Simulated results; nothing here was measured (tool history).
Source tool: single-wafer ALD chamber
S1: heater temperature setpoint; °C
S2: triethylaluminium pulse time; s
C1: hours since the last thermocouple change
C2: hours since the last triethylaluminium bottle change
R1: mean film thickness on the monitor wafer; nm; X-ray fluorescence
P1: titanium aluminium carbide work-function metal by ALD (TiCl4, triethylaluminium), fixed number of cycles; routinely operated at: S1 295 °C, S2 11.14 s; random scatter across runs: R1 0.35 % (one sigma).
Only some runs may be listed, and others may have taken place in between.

run 1 day=0.371 | S1=295 S2=11.14 | C1=1543.4 C2=220.8 | R1=1.9145
run 2 day=0.838 | S1=295 S2=11.14 | C1=1554.6 C2=232 | R1=1.9136
run 3 day=1.25 | S1=295 S2=3.82 | C1=1564.5 C2=241.9 | R1=1.441
run 4 day=1.65 | S1=295 S2=11.14 | C1=1574.1 C2=251.5 | R1=1.9043
run 5 day=1.954 | S1=295 S2=11.14 | C1=1581.4 C2=258.8 | R1=1.9241
-- day=2.129 triethylaluminium bottle replaced
run 6 day=2.175 | S1=277 S2=14.33 | C1=1586.7 C2=1.2 | R1=1.7938
run 7 day=2.421 | S1=295 S2=11.14 | C1=1592.6 C2=7.1 | R1=1.9181
run 8 day=2.896 | S1=316 S2=11.14 | C1=1604 C2=18.5 | R1=2.0897
run 9 day=3.292 | S1=271 S2=11.14 | C1=1613.5 C2=28 | R1=1.7186
run 10 day=3.738 | S1=295 S2=11.14 | C1=1624.2 C2=38.7 | R1=1.9254
run 11 day=4 | S1=295 S2=14.94 | C1=1630.5 C2=45 | R1=1.9535
run 12 day=4.317 | S1=295 S2=11.14 | C1=1638.1 C2=52.6 | R1=1.928
run 13 day=4.567 | S1=295 S2=11.14 | C1=1644.1 C2=58.6 | R1=1.9113
run 14 day=4.796 | S1=295 S2=11.14 | C1=1649.6 C2=64.1 | R1=1.9111
run 15 day=5.254 | S1=295 S2=11.14 | C1=1660.6 C2=75.1 | R1=1.8808
run 16 day=5.571 | S1=295 S2=11.14 | C1=1668.2 C2=82.7 | R1=1.8957
run 17 day=6.017 | S1=295 S2=11.14 | C1=1678.9 C2=93.4 | R1=1.8714
run 18 day=6.279 | S1=295 S2=11.14 | C1=1685.2 C2=99.7 | R1=1.8702
run 19 day=6.517 | S1=295 S2=11.14 | C1=1690.9 C2=105.4 | R1=1.8841
run 20 day=6.808 | S1=295 S2=11.14 | C1=1697.9 C2=112.4 | R1=1.8839
run 21 day=7.271 | S1=295 S2=11.14 | C1=1709 C2=123.5 | R1=1.8645
run 22 day=7.521 | S1=295 S2=11.14 | C1=1715 C2=129.5 | R1=1.8803

Something has made what P1 gives creep away from where it was; the 2 causes below, each at its own stated size, fit the log equally well:
A: triethylaluminium dose below that of a fresh bottle (%) = 19.6
B: wafer temperature below the value expected at the setpoint (K) = 5.6
At approximately day 4.567, the process output began to creep.

The check runs listed below each take one wafer, and their results are still question marks. Under which run would the listed causes lead to clearly different results?
run check 1 day=7.771 | S1=310 S2=4.81 | R1=?
run check 2 day=7.771 | S1=315 S2=11.14 | R1=?
run check 3 day=7.771 | S1=276 S2=11.14 | R1=?
run check 4 day=7.771 | S1=314 S2=11.14 | R1=?

Predicted outcomes, by check and by cause:
check=check_1 result=R1 if_A=1.5403 if_B=1.6535
check=check_2 result=R1 if_A=2.0381 if_B=2.0414
check=check_3 result=R1 if_A=1.7155 if_B=1.7123
check=check_4 result=R1 if_A=2.0297 if_B=2.0329
How far apart the two closest causes lie, in the result that separates them most: check 1 7.1 %; check 2 0.16 %; check 3 0.18 %; check 4 0.15 %
Of the check runs offered, only check 1 discriminates between the causes; the rest would read about the same regardless of which cause applies.

Then check 1 was run and gave: R1 1.6602 nm. Which cause is it?

It is B: wafer temperature below the value expected at the setpoint (K).
